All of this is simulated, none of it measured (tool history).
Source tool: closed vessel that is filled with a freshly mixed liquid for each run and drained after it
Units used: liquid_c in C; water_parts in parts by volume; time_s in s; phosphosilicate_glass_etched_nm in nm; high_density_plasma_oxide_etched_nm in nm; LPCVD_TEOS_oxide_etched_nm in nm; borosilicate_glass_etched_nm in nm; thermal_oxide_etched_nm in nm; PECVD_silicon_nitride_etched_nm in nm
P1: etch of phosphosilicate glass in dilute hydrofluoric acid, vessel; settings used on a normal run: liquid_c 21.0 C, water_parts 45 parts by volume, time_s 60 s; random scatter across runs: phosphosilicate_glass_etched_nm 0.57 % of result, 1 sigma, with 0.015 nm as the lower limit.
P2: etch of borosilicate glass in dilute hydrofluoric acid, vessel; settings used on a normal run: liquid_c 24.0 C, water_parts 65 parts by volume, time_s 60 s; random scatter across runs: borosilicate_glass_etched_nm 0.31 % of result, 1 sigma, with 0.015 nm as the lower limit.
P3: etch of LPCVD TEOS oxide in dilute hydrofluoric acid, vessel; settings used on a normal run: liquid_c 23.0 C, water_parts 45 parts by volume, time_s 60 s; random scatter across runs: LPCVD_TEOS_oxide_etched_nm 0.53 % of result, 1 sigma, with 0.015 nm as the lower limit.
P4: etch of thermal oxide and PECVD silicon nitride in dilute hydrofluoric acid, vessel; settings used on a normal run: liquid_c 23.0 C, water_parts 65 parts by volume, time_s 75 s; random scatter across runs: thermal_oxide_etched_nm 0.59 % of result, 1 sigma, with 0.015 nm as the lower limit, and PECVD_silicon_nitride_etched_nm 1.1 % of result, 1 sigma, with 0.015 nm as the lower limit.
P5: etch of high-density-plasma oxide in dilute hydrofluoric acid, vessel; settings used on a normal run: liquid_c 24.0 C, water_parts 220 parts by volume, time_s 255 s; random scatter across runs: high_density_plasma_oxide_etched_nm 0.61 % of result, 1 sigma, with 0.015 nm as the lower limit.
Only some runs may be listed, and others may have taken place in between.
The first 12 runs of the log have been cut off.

run	hour	process	liquid_c	water_parts	time_s	hours since the thermometer was replaced	hours since the hydrofluoric acid flow meter was replaced	phosphosilicate_glass_etched_nm	high_density_plasma_oxide_etched_nm	LPCVD_TEOS_oxide_etched_nm	borosilicate_glass_etched_nm	thermal_oxide_etched_nm	PECVD_silicon_nitride_etched_nm
13	181.3	P5	24.0	220	255	491.9	430.1		5.4912				
14	199.8	P4	23.0	100	75	510.4	448.6					3.2070	1.1269
15	216.3	P1	17.0	45	60	526.9	465.1	64.171					
16	225.5	P1	21.0	45	60	536.1	474.3	77.938					
17	239.5	P4	23.0	65	75	550.1	488.3					5.1807	1.7869
18	255.5	P2	24.0	65	110	566.1	504.3				42.511		
19	272.0	P3	23.0	20	60	582.6	520.8			92.646			
20	282.5	P4	28.0	65	75	593.1	531.3					6.3191	2.4494
21	297.8	P2	24.0	65	60	608.4	546.6				23.353		
22	315.3	P1	21.0	45	30	625.9	564.1	39.024					
23	332.4	P3	23.0	45	60	643.0	581.2			39.637			
24	349.5	P1	17.5	45	30	660.1	598.3	33.370					
25	361.8	P2	24.0	25	60	672.4	610.6				63.945		
26	378.2	P3	23.0	45	60	688.8	627.0			39.174			
27	393.9	P1	21.0	45	60	704.5	642.7	77.394					
28	403.8	P1	27.0	45	60	714.4	652.6	98.559					
29	421.5	P1	21.0	45	60	732.1	670.3	77.513					
30	436.2	P1	21.0	45	60	746.8	685.0	77.000					
31	453.8	P5	24.0	220	255	764.4	702.6		5.4861				
32	467.3	P5	24.0	220	485	777.9	716.1		10.4840				
33	479.3	P1	21.0	45	60	789.9	728.1	77.542					
34	493.7	P1	21.0	45	60	804.3	742.5	74.435					

Run 35 has not been measured yet. What should we expect?
35	507.4	P1	21.0	45	60	818.0	756.2	?					

Run 35 gave phosphosilicate_glass_etched_nm 72.967 nm.

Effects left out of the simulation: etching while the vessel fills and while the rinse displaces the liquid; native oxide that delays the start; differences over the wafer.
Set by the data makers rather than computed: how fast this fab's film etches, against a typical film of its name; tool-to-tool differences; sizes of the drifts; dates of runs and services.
